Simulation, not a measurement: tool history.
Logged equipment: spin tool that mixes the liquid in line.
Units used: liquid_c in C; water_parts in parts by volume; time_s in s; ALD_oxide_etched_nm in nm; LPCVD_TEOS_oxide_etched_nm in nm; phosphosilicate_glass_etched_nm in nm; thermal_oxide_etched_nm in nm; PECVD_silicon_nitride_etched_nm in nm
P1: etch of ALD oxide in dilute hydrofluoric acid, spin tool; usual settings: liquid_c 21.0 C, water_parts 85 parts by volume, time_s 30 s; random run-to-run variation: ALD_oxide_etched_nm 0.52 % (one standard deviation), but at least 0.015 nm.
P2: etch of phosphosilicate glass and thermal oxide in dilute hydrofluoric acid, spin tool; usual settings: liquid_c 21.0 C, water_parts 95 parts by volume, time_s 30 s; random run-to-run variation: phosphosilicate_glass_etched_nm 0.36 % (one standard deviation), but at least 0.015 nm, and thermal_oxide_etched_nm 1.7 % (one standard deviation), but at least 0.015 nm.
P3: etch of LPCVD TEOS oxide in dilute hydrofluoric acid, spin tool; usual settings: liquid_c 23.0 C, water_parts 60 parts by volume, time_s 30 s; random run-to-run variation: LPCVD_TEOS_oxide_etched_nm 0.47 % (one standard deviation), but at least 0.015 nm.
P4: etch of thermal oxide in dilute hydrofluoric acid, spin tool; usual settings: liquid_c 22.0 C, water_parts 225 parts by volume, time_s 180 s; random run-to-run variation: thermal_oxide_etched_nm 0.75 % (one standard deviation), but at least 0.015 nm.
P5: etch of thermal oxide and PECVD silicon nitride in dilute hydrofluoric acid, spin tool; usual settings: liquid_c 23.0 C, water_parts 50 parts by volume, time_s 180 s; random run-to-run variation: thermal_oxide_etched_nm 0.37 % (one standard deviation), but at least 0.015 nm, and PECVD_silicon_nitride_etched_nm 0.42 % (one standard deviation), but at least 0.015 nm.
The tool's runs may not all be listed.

run	hour	process	liquid_c	water_parts	time_s	hours since the thermometer was replaced	hours since the hydrofluoric acid flow meter was replaced	ALD_oxide_etched_nm	LPCVD_TEOS_oxide_etched_nm	phosphosilicate_glass_etched_nm	thermal_oxide_etched_nm	PECVD_silicon_nitride_etched_nm
1	4.9	P1	21.0	85	30	745.8	829.2	10.1120				
2	8.4	P1	17.0	85	30	749.3	832.7	8.6634				
3	12.8	P3	19.0	60	30	753.7	837.1		7.2995			
4	17.1	P1	17.0	145	30	758.0	841.4	4.7526				
5	21.1	P1	29.5	85	30	762.0	845.4	14.2060				
6	24.9	P2	17.0	95	30	765.8	849.2			23.790	1.20410	
7	31.0	P1	21.0	85	30	771.9	855.3	10.1360				
8	33.9	P1	21.0	140	30	774.8	858.2	5.7944				
9	37.2	P1	21.0	85	30	778.1	861.5	10.2450				
10	42.2	P3	23.0	60	30	783.1	866.5		8.5787			
11	47.0	P3	23.0	60	55	787.9	871.3		15.6370			
12	52.0	P3	23.0	60	30	792.9	876.3		8.4853			
13	56.2	P5	23.0	50	180	797.1	880.5				16.04700	7.379
14	62.1	P4	22.0	225	180	803.0	886.4				2.97280	
15	68.2	P5	30.5	50	180	809.1	892.5				21.69200	12.150
16	72.4	P2	21.0	20	30	813.3	896.7			146.470	7.10760	
17	76.2	P4	17.0	225	180	817.1	900.5				2.47750	
18	81.3	P4	22.0	390	180	822.2	905.6				1.45980	
19	87.8	P2	21.0	95	30	828.7	912.1			28.103	1.43490	
20	93.8	P1	25.5	25	30	834.7	918.1	45.2100				
21	99.7	P1	21.0	85	50	840.6	924.0	16.9710				
22	105.7	P3	23.0	25	30	846.6	930.0		21.3460			
23	111.3	P1	21.0	85	30	852.2	935.6	10.2650				
24	116.0	P1	21.0	85	15	856.9	940.3	5.0453				

Run 25 has not been measured yet. What should we expect?
25	121.5	P2	21.0	95	15	862.4	945.8			?	?	

phosphosilicate_glass_etched_nm: 14.069 nm
thermal_oxide_etched_nm: 0.71313 nm

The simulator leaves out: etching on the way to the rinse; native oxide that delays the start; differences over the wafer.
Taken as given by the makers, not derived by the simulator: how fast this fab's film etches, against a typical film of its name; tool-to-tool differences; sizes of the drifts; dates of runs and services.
